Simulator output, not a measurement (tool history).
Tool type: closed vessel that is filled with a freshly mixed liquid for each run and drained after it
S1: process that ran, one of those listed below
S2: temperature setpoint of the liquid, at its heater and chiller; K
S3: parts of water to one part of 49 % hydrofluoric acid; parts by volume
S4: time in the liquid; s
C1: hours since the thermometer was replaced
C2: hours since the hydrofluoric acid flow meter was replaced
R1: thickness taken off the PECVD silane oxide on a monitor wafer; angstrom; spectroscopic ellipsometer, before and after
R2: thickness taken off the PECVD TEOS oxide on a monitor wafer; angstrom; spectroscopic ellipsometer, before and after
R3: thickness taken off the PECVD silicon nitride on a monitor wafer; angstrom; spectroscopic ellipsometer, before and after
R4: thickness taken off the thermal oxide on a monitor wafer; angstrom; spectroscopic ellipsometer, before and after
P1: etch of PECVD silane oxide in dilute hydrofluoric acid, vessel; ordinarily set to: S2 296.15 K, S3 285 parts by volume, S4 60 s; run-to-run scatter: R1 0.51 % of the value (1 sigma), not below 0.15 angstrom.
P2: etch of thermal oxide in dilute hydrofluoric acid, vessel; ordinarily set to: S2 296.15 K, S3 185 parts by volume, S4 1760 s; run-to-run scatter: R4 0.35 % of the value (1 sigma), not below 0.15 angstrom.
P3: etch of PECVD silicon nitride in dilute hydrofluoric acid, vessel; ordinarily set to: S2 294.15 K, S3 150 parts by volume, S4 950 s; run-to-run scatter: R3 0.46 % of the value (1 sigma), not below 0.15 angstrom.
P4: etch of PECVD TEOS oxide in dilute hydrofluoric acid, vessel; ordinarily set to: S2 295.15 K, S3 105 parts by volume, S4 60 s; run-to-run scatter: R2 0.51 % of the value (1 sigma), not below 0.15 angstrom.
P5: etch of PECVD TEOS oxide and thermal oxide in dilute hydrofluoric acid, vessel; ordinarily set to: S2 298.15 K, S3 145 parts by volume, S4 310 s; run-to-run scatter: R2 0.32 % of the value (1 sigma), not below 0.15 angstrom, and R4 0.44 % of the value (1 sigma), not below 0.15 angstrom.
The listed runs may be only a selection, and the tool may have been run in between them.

Run 1, hour 8.3: S1 P1, S2 296.15 K, S3 285 parts by volume, S4 60 s; C1 860.6; C2 890.3. Result: R1 65.417 angstrom.
Run 2, hour 13.1: S1 P1, S2 296.15 K, S3 285 parts by volume, S4 60 s; C1 865.4; C2 895.1. Result: R1 65.076 angstrom.
Run 3, hour 19.9: S1 P4, S2 295.15 K, S3 105 parts by volume, S4 60 s; C1 872.2; C2 901.9. Result: R2 119.11 angstrom.
Run 4, hour 26: S1 P1, S2 293.15 K, S3 285 parts by volume, S4 35 s; C1 878.3; C2 908. Result: R1 34.039 angstrom.
Run 5, hour 33.3: S1 P3, S2 294.15 K, S3 150 parts by volume, S4 1810 s; C1 885.6; C2 915.3. Result: R3 372.54 angstrom.
Run 6, hour 41.3: S1 P1, S2 296.15 K, S3 285 parts by volume, S4 30 s; C1 893.6; C2 923.3. Result: R1 32.606 angstrom.
Run 7, hour 45.6: S1 P3, S2 294.15 K, S3 150 parts by volume, S4 950 s; C1 897.9; C2 927.6. Result: R3 193.56 angstrom.
Run 8, hour 51.2: S1 P1, S2 296.15 K, S3 460 parts by volume, S4 60 s; C1 903.5; C2 933.2. Result: R1 34.588 angstrom.
Run 9, hour 56.7: S1 P1, S2 302.65 K, S3 285 parts by volume, S4 60 s; C1 909; C2 938.7. Result: R1 81.85 angstrom.
Run 10, hour 63.4: S1 P3, S2 294.15 K, S3 150 parts by volume, S4 950 s; C1 915.7; C2 945.4. Result: R3 195.57 angstrom.
Run 11, hour 70.5: S1 P2, S2 304.15 K, S3 185 parts by volume, S4 1760 s; C1 922.8; C2 952.5. Result: R4 500.19 angstrom.
Run 12, hour 78.1: S1 P2, S2 296.15 K, S3 295 parts by volume, S4 1760 s; C1 930.4; C2 960.1. Result: R4 209.15 angstrom.
Run 13, hour 82.7: S1 P5, S2 298.15 K, S3 145 parts by volume, S4 310 s; C1 935; C2 964.7. Result: R2 227.41 angstrom, R4 99.274 angstrom.
Run 14, hour 90.2: S1 P1, S2 302.65 K, S3 285 parts by volume, S4 30 s; C1 942.5; C2 972.2. Result: R1 41.055 angstrom.
Run 15, hour 98.7: S1 P3, S2 300.65 K, S3 150 parts by volume, S4 950 s; C1 951; C2 980.7. Result: R3 298.29 angstrom.
Run 16, hour 104.2: S1 P4, S2 295.15 K, S3 145 parts by volume, S4 60 s; C1 956.5; C2 986.2. Result: R2 82.524 angstrom.
Run 17, hour 110.9: S1 P2, S2 296.15 K, S3 185 parts by volume, S4 1760 s; C1 963.2; C2 992.9. Result: R4 374.98 angstrom.
Run 18, hour 117.1: S1 P5, S2 303.65 K, S3 145 parts by volume, S4 310 s; C1 969.4; C2 999.1. Result: R2 279.26 angstrom, R4 119.94 angstrom.
Run 19, hour 121.5: S1 P2, S2 296.15 K, S3 185 parts by volume, S4 1760 s; C1 973.8; C2 1003.5. Result: R4 376.19 angstrom.
Run 20, hour 126.5: S1 P5, S2 298.15 K, S3 145 parts by volume, S4 40 s; C1 978.8; C2 1008.5. Result: R2 29.297 angstrom, R4 12.629 angstrom.
Run 21, hour 133.6: S1 P3, S2 294.15 K, S3 270 parts by volume, S4 950 s; C1 985.9; C2 1015.6. Result: R3 110.4 angstrom.
Run 22, hour 138.5: S1 P5, S2 298.15 K, S3 220 parts by volume, S4 310 s; C1 990.8; C2 1020.5. Result: R2 137.94 angstrom, R4 60.152 angstrom.
Run 23, hour 144.1: S1 P4, S2 302.15 K, S3 105 parts by volume, S4 60 s; C1 996.4; C2 1026.1. Result: R2 156.36 angstrom.
Run 24, hour 152: S1 P1, S2 290.65 K, S3 285 parts by volume, S4 60 s; C1 1004.3; C2 1034. Result: R1 52.938 angstrom.
Run 25, hour 156.1: S1 P1, S2 296.15 K, S3 285 parts by volume, S4 110 s; C1 1008.4; C2 1038.1. Result: R1 119.4 angstrom.
Run 26, hour 164.5: S1 P1, S2 296.15 K, S3 95 parts by volume, S4 60 s; C1 1016.8; C2 1046.5. Result: R1 242.99 angstrom.
Run 27, hour 173.6: S1 P4, S2 295.15 K, S3 105 parts by volume, S4 115 s; C1 1025.9; C2 1055.6. Result: R2 227.27 angstrom.
Run 28, hour 177.6: S1 P4, S2 295.15 K, S3 105 parts by volume, S4 60 s; C1 1029.9; C2 1059.6. Result: R2 119.95 angstrom.
Run 29, hour 185.6: S1 P5, S2 298.15 K, S3 145 parts by volume, S4 310 s; C1 1037.9; C2 1067.6. Result: R2 226.64 angstrom, R4 98.325 angstrom.
Run 30, hour 193.7: S1 P1, S2 296.15 K, S3 285 parts by volume, S4 60 s; C1 1046; C2 1075.7. Result: R1 65.359 angstrom.
Run 31, hour 200.8: S1 P1, S2 291.65 K, S3 445 parts by volume, S4 60 s; C1 1053.1; C2 1082.8. Result: R1 31.279 angstrom.
Run 32, hour 208.6: S1 P1, S2 296.15 K, S3 285 parts by volume, S4 60 s; C1 1060.9; C2 1090.6. Result: R1 66.342 angstrom.
Run 33, hour 217.7: S1 P2, S2 296.15 K, S3 185 parts by volume, S4 3230 s; C1 1070; C2 1099.7. Result: R4 686.92 angstrom.
Run 34, hour 222.5: S1 P1, S2 296.15 K, S3 285 parts by volume, S4 60 s; C1 1074.8; C2 1104.5. Result: R1 65.26 angstrom.
Run 35, hour 228: S1 P1, S2 296.15 K, S3 285 parts by volume, S4 60 s; C1 1080.3; C2 1110. Result: R1 67.201 angstrom.
Run 36, hour 236.2: S1 P1, S2 296.15 K, S3 285 parts by volume, S4 60 s; C1 1088.5; C2 1118.2. Result: R1 68.251 angstrom.
Run 37, hour 244.5: S1 P1, S2 296.15 K, S3 285 parts by volume, S4 60 s; C1 1096.8; C2 1126.5. Result: R1 68.264 angstrom.
Run 38, hour 248.5: S1 P1, S2 296.15 K, S3 285 parts by volume, S4 60 s; C1 1100.8; C2 1130.5. Result: R1 69.373 angstrom.
Run 39, hour 257.2: S1 P1, S2 296.15 K, S3 285 parts by volume, S4 60 s; C1 1109.5; C2 1139.2. Result: R1 70.018 angstrom.
Run 40, hour 266: S1 P1, S2 296.15 K, S3 285 parts by volume, S4 60 s; C1 1118.3; C2 1148. Result: R1 69.548 angstrom.
Run 41, hour 273.9: S1 P1, S2 296.15 K, S3 285 parts by volume, S4 60 s; C1 1126.2; C2 1155.9. Result: R1 69.614 angstrom.
Run 42, hour 282.7: S1 P1, S2 296.15 K, S3 285 parts by volume, S4 60 s; C1 1135; C2 1164.7. Result: R1 70.473 angstrom.

Something has made what P1 gives creep away from where it was; the 2 causes below, each at its own stated size, fit the log equally well:
A: liquid hotter than its thermometer reads (K) = 1.98
B: hydrofluoric acid flow above the setpoint (%) = 5.62
Onset of the creep was near hour 222.5.

The check runs listed below each take one wafer, and their results are still question marks. Under which run would the listed causes lead to clearly different results?
Run check 1, hour 291.5: S1 P4, S2 301.15 K, S3 105 parts by volume, S4 100 s. Result: R2 ?.
Run check 2, hour 291.5: S1 P3, S2 298.65 K, S3 150 parts by volume, S4 950 s. Result: R3 ?.
Run check 3, hour 291.5: S1 P5, S2 303.15 K, S3 145 parts by volume, S4 100 s. Result: R2 ?, R4 ?.
Run check 4, hour 291.5: S1 P2, S2 304.15 K, S3 185 parts by volume, S4 3225 s. Result: R4 ?.

If the cause were each of the candidates in turn, the checks would give the following:
  check  result    if A    if B
check 1      R2  270.42  267.09
check 2      R3  297.52  277.24
check 3      R2  94.525  93.979
check 3      R4   41.17  40.933
check 4      R4  982.25  981.85
How far apart the two closest causes lie, in the result that separates them most: check 1 1.24 %; check 2 7.06 %; check 3 0.58 %; check 4 0.04 %
The other checks would show nearly matching results whichever cause is true, so check 2 is the only one that separates the causes.

After running check 2, the following was obtained: R3 297.83 angstrom. Which cause does this point to?

It was cause A: liquid hotter than its thermometer reads (K).
